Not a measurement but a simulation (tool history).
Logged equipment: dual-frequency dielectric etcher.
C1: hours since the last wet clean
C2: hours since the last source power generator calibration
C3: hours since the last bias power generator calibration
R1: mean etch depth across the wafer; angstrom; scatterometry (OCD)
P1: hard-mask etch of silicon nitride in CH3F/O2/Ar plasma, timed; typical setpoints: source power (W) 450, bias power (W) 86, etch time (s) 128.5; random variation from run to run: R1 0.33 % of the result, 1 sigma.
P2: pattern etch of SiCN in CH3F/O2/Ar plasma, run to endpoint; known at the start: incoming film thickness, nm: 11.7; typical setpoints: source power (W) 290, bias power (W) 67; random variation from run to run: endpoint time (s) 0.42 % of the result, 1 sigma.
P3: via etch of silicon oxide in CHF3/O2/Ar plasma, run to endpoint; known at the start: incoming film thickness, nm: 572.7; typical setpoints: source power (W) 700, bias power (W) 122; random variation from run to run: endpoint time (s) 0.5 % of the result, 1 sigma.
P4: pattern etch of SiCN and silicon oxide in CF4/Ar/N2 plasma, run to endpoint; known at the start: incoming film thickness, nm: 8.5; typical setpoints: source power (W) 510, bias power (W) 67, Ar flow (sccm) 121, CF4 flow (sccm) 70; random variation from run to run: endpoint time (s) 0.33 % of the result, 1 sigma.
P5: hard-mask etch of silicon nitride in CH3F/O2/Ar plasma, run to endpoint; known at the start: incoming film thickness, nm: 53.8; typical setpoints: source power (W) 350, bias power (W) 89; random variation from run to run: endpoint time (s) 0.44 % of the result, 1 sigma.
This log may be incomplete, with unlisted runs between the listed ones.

run 1 day=0.300 | process_that_ran=P1 source_power_(W)=450 bias_power_(W)=86 etch_time_(s)=128.5 | C1=369.8 C2=537.5 C3=806.4 | R1=986.34
run 2 day=0.596 | process_that_ran=P2 source_power_(W)=220 bias_power_(W)=67 | C1=376.9 C2=544.6 C3=813.5 | endpoint_time_(s)=39.9090
run 3 day=0.808 | process_that_ran=P2 source_power_(W)=290 bias_power_(W)=67 | C1=382.0 C2=549.7 C3=818.6 | endpoint_time_(s)=35.6290
run 4 day=1.150 | process_that_ran=P5 source_power_(W)=350 bias_power_(W)=89 | C1=390.2 C2=557.9 C3=826.8 | endpoint_time_(s)=77.2950
run 5 day=1.433 | process_that_ran=P1 source_power_(W)=450 bias_power_(W)=86 etch_time_(s)=128.5 | C1=397.0 C2=564.7 C3=833.6 | R1=985.87
run 6 day=1.762 | process_that_ran=P3 source_power_(W)=700 bias_power_(W)=167 | C1=404.9 C2=572.6 C3=841.5 | endpoint_time_(s)=281.8500
run 7 day=1.933 | process_that_ran=P1 source_power_(W)=350 bias_power_(W)=86 etch_time_(s)=128.5 | C1=409.0 C2=576.7 C3=845.6 | R1=900.69
run 8 day=2.129 | process_that_ran=P1 source_power_(W)=450 bias_power_(W)=86 etch_time_(s)=128.5 | C1=413.7 C2=581.4 C3=850.3 | R1=988.77
run 9 day=2.296 | process_that_ran=P1 source_power_(W)=450 bias_power_(W)=86 etch_time_(s)=94.5 | C1=417.7 C2=585.4 C3=854.3 | R1=723.59
run 10 day=2.600 | process_that_ran=P1 source_power_(W)=450 bias_power_(W)=86 etch_time_(s)=128.5 | C1=425.0 C2=592.7 C3=861.6 | R1=986.17
run 11 day=2.908 | process_that_ran=P1 source_power_(W)=360 bias_power_(W)=86 etch_time_(s)=171.5 | C1=432.4 C2=600.1 C3=869.0 | R1=1208.80
run 12 day=3.242 | process_that_ran=P4 source_power_(W)=510 bias_power_(W)=67 Ar_flow_(sccm)=121 CF4_flow_(sccm)=49 | C1=440.4 C2=608.1 C3=877.0 | endpoint_time_(s)=10.1460
run 13 day=3.412 | process_that_ran=P2 source_power_(W)=290 bias_power_(W)=67 | C1=444.5 C2=612.2 C3=881.1 | endpoint_time_(s)=36.0450
run 14 day=3.571 | process_that_ran=P1 source_power_(W)=450 bias_power_(W)=86 etch_time_(s)=177.5 | C1=448.3 C2=616.0 C3=884.9 | R1=1362.20
run 15 day=3.762 | process_that_ran=P1 source_power_(W)=450 bias_power_(W)=86 etch_time_(s)=128.5 | C1=452.9 C2=620.6 C3=889.5 | R1=988.48
run 16 day=3.912 | process_that_ran=P1 source_power_(W)=450 bias_power_(W)=51 etch_time_(s)=128.5 | C1=456.5 C2=624.2 C3=893.1 | R1=831.77
run 17 day=4.075 | process_that_ran=P2 source_power_(W)=290 bias_power_(W)=39 | C1=460.4 C2=628.1 C3=897.0 | endpoint_time_(s)=42.8530
run 18 day=4.325 | process_that_ran=P4 source_power_(W)=340 bias_power_(W)=67 Ar_flow_(sccm)=121 CF4_flow_(sccm)=70 | C1=466.4 C2=634.1 C3=903.0 | endpoint_time_(s)=13.7010
run 19 day=4.617 | process_that_ran=P1 source_power_(W)=450 bias_power_(W)=86 etch_time_(s)=128.5 | C1=473.4 C2=641.1 C3=910.0 | R1=985.38
run 20 day=4.808 | process_that_ran=P1 source_power_(W)=450 bias_power_(W)=121 etch_time_(s)=128.5 | C1=478.0 C2=645.7 C3=914.6 | R1=1119.10
-- day=5.071 wet clean of the chamber
run 21 day=5.142 | process_that_ran=P3 source_power_(W)=700 bias_power_(W)=122 | C1=1.7 C2=653.7 C3=922.6 | endpoint_time_(s)=313.7300
run 22 day=5.433 | process_that_ran=P4 source_power_(W)=510 bias_power_(W)=67 Ar_flow_(sccm)=163 CF4_flow_(sccm)=70 | C1=8.7 C2=660.7 C3=929.6 | endpoint_time_(s)=10.0270
run 23 day=5.742 | process_that_ran=P5 source_power_(W)=260 bias_power_(W)=89 | C1=16.1 C2=668.1 C3=937.0 | endpoint_time_(s)=86.1360
run 24 day=5.979 | process_that_ran=P3 source_power_(W)=870 bias_power_(W)=122 | C1=21.8 C2=673.8 C3=942.7 | endpoint_time_(s)=286.4100
run 25 day=6.308 | process_that_ran=P1 source_power_(W)=610 bias_power_(W)=86 etch_time_(s)=128.5 | C1=29.7 C2=681.7 C3=950.6 | R1=1105.20
run 26 day=6.475 | process_that_ran=P5 source_power_(W)=350 bias_power_(W)=89 | C1=33.7 C2=685.7 C3=954.6 | endpoint_time_(s)=77.5340
run 27 day=6.750 | process_that_ran=P5 source_power_(W)=350 bias_power_(W)=107 | C1=40.3 C2=692.3 C3=961.2 | endpoint_time_(s)=71.9650
run 28 day=7.017 | process_that_ran=P1 source_power_(W)=450 bias_power_(W)=111 etch_time_(s)=179.5 | C1=46.7 C2=698.7 C3=967.6 | R1=1525.70
run 29 day=7.238 | process_that_ran=P4 source_power_(W)=510 bias_power_(W)=54 Ar_flow_(sccm)=121 CF4_flow_(sccm)=70 | C1=52.0 C2=704.0 C3=972.9 | endpoint_time_(s)=10.2880
run 30 day=7.512 | process_that_ran=P4 source_power_(W)=510 bias_power_(W)=67 Ar_flow_(sccm)=121 CF4_flow_(sccm)=70 | C1=58.6 C2=710.6 C3=979.5 | endpoint_time_(s)=9.5216
run 31 day=7.792 | process_that_ran=P1 source_power_(W)=450 bias_power_(W)=86 etch_time_(s)=128.5 | C1=65.3 C2=717.3 C3=986.2 | R1=990.64
run 32 day=8.025 | process_that_ran=P1 source_power_(W)=450 bias_power_(W)=86 etch_time_(s)=128.5 | C1=70.9 C2=722.9 C3=991.8 | R1=998.38
run 33 day=8.196 | process_that_ran=P1 source_power_(W)=450 bias_power_(W)=86 etch_time_(s)=128.5 | C1=75.0 C2=727.0 C3=995.9 | R1=998.68
run 34 day=8.408 | process_that_ran=P1 source_power_(W)=450 bias_power_(W)=86 etch_time_(s)=128.5 | C1=80.1 C2=732.1 C3=1001.0 | R1=1001.90

Predict the results of run 35:
run 35 day=8.608 | process_that_ran=P1 source_power_(W)=450 bias_power_(W)=86 etch_time_(s)=128.5 | C1=84.9 C2=736.9 C3=1005.8 | R1=?

{"run 35": {"R1": 1005.8}}
